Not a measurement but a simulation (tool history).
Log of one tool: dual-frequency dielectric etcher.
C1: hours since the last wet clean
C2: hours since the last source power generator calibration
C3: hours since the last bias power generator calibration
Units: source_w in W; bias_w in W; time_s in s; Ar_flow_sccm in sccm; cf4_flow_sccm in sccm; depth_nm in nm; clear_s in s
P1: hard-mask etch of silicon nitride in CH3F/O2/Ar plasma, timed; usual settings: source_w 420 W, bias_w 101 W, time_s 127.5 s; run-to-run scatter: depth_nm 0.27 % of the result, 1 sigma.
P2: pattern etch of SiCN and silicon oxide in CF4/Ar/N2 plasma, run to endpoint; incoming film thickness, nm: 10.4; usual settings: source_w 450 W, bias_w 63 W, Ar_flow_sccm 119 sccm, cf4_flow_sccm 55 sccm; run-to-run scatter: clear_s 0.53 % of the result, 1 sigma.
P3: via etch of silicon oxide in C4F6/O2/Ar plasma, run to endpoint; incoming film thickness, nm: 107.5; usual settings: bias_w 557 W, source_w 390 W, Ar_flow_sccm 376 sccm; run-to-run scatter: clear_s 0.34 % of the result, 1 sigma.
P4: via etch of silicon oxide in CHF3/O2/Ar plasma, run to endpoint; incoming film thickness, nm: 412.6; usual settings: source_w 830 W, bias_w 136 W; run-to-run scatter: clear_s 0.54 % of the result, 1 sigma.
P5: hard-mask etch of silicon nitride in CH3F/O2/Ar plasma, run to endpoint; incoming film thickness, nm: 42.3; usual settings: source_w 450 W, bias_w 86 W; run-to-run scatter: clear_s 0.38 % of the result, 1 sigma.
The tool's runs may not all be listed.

{"run": 1, "hour": 7.0, "process": "P1", "source_w": 420, "bias_w": 101, "time_s": 127.5, "C1": 308, "C2": 2546.2, "C3": 388.3, "depth_nm": 101.32}
{"run": 2, "hour": 19.4, "process": "P4", "source_w": 830, "bias_w": 184, "C1": 320.4, "C2": 2558.6, "C3": 400.7, "clear_s": 185.62}
{"run": 3, "hour": 30.3, "process": "P3", "source_w": 310, "bias_w": 557, "Ar_flow_sccm": 376, "C1": 331.3, "C2": 2569.5, "C3": 411.6, "clear_s": 25.707}
{"run": 4, "hour": 42.2, "process": "P3", "source_w": 390, "bias_w": 747, "Ar_flow_sccm": 376, "C1": 343.2, "C2": 2581.4, "C3": 423.5, "clear_s": 21.285}
{"run": 5, "hour": 52.1, "process": "P1", "source_w": 420, "bias_w": 101, "time_s": 127.5, "C1": 353.1, "C2": 2591.3, "C3": 433.4, "depth_nm": 101.74}
{"run": 6, "hour": 62.8, "process": "P1", "source_w": 310, "bias_w": 101, "time_s": 127.5, "C1": 363.8, "C2": 2602, "C3": 444.1, "depth_nm": 90.908}
{"run": 7, "hour": 75.5, "process": "P1", "source_w": 420, "bias_w": 124, "time_s": 127.5, "C1": 376.5, "C2": 2614.7, "C3": 456.8, "depth_nm": 109.25}
{"run": 8, "hour": 84.6, "process": "P1", "source_w": 580, "bias_w": 101, "time_s": 70.5, "C1": 385.6, "C2": 2623.8, "C3": 465.9, "depth_nm": 63.314}
{"run": 9, "hour": 93.1, "process": "P2", "source_w": 450, "bias_w": 63, "Ar_flow_sccm": 119, "cf4_flow_sccm": 73, "C1": 394.1, "C2": 2632.3, "C3": 474.4, "clear_s": 12.809}
{"run": 10, "hour": 99.4, "process": "P3", "source_w": 390, "bias_w": 557, "Ar_flow_sccm": 253, "C1": 400.4, "C2": 2638.6, "C3": 480.7, "clear_s": 22.643}
{"run": 11, "hour": 108.5, "process": "P2", "source_w": 450, "bias_w": 63, "Ar_flow_sccm": 119, "cf4_flow_sccm": 55, "C1": 409.5, "C2": 2647.7, "C3": 489.8, "clear_s": 13.484}
{"run": 12, "hour": 119.8, "process": "P2", "source_w": 450, "bias_w": 63, "Ar_flow_sccm": 76, "cf4_flow_sccm": 55, "C1": 420.8, "C2": 2659, "C3": 501.1, "clear_s": 12.478}
{"run": 13, "hour": 129.0, "process": "P4", "source_w": 1010, "bias_w": 136, "C1": 430, "C2": 2668.2, "C3": 510.3, "clear_s": 190.87}
{"run": 14, "hour": 138.8, "process": "P1", "source_w": 420, "bias_w": 67, "time_s": 101, "C1": 439.8, "C2": 2678, "C3": 520.1, "depth_nm": 69.822}
{"run": 15, "hour": 151.5, "process": "P1", "source_w": 420, "bias_w": 101, "time_s": 74, "C1": 452.5, "C2": 2690.7, "C3": 532.8, "depth_nm": 58.829}
{"run": 16, "hour": 161.6, "process": "P1", "source_w": 420, "bias_w": 101, "time_s": 127.5, "C1": 462.6, "C2": 2700.8, "C3": 542.9, "depth_nm": 101.77}
{"run": 17, "hour": 170.4, "process": "P1", "source_w": 420, "bias_w": 101, "time_s": 127.5, "C1": 471.4, "C2": 2709.6, "C3": 551.7, "depth_nm": 101.25}
{"run": 18, "hour": 179.6, "process": "P2", "source_w": 450, "bias_w": 63, "Ar_flow_sccm": 119, "cf4_flow_sccm": 55, "C1": 480.6, "C2": 2718.8, "C3": 560.9, "clear_s": 13.391}
{"run": 19, "hour": 187.4, "process": "P2", "source_w": 450, "bias_w": 49, "Ar_flow_sccm": 119, "cf4_flow_sccm": 55, "C1": 488.4, "C2": 2726.6, "C3": 568.7, "clear_s": 14.701}
{"run": 20, "hour": 198.0, "process": "P2", "source_w": 590, "bias_w": 63, "Ar_flow_sccm": 119, "cf4_flow_sccm": 55, "C1": 499, "C2": 2737.2, "C3": 579.3, "clear_s": 10.617}
{"run": 21, "hour": 204.5, "process": "P1", "source_w": 420, "bias_w": 101, "time_s": 127.5, "C1": 505.5, "C2": 2743.7, "C3": 585.8, "depth_nm": 100.99}
{"run": 22, "hour": 216.3, "process": "P5", "source_w": 450, "bias_w": 53, "C1": 517.3, "C2": 2755.5, "C3": 597.6, "clear_s": 64.004}
{"run": 23, "hour": 227.6, "process": "P3", "source_w": 390, "bias_w": 557, "Ar_flow_sccm": 376, "C1": 528.6, "C2": 2766.8, "C3": 608.9, "clear_s": 23.647}
{"run": 24, "hour": 236.3, "process": "P4", "source_w": 830, "bias_w": 136, "C1": 537.3, "C2": 2775.5, "C3": 617.6, "clear_s": 205.76}
{"run": 25, "hour": 244.6, "process": "P5", "source_w": 450, "bias_w": 86, "C1": 545.6, "C2": 2783.8, "C3": 625.9, "clear_s": 54.777}
{"run": 26, "hour": 250.4, "process": "P1", "source_w": 570, "bias_w": 101, "time_s": 127.5, "C1": 551.4, "C2": 2789.6, "C3": 631.7, "depth_nm": 113.6}
{"run": 27, "hour": 256.9, "process": "P5", "source_w": 560, "bias_w": 86, "C1": 557.9, "C2": 2796.1, "C3": 638.2, "clear_s": 50.066}
{"run": 28, "hour": 262.8, "process": "P1", "source_w": 420, "bias_w": 101, "time_s": 156, "C1": 563.8, "C2": 2802, "C3": 644.1, "depth_nm": 125.02}
{"run": 29, "hour": 269.6, "process": "P1", "source_w": 420, "bias_w": 72, "time_s": 127.5, "C1": 570.6, "C2": 2808.8, "C3": 650.9, "depth_nm": 90.216}

Run 30 comes next. What will it give?
{"run": 30, "hour": 275.5, "process": "P1", "source_w": 420, "bias_w": 101, "time_s": 127.5, "C1": 576.5, "C2": 2814.7, "C3": 656.8, "depth_nm": "?"}

depth_nm: 101.61 nm
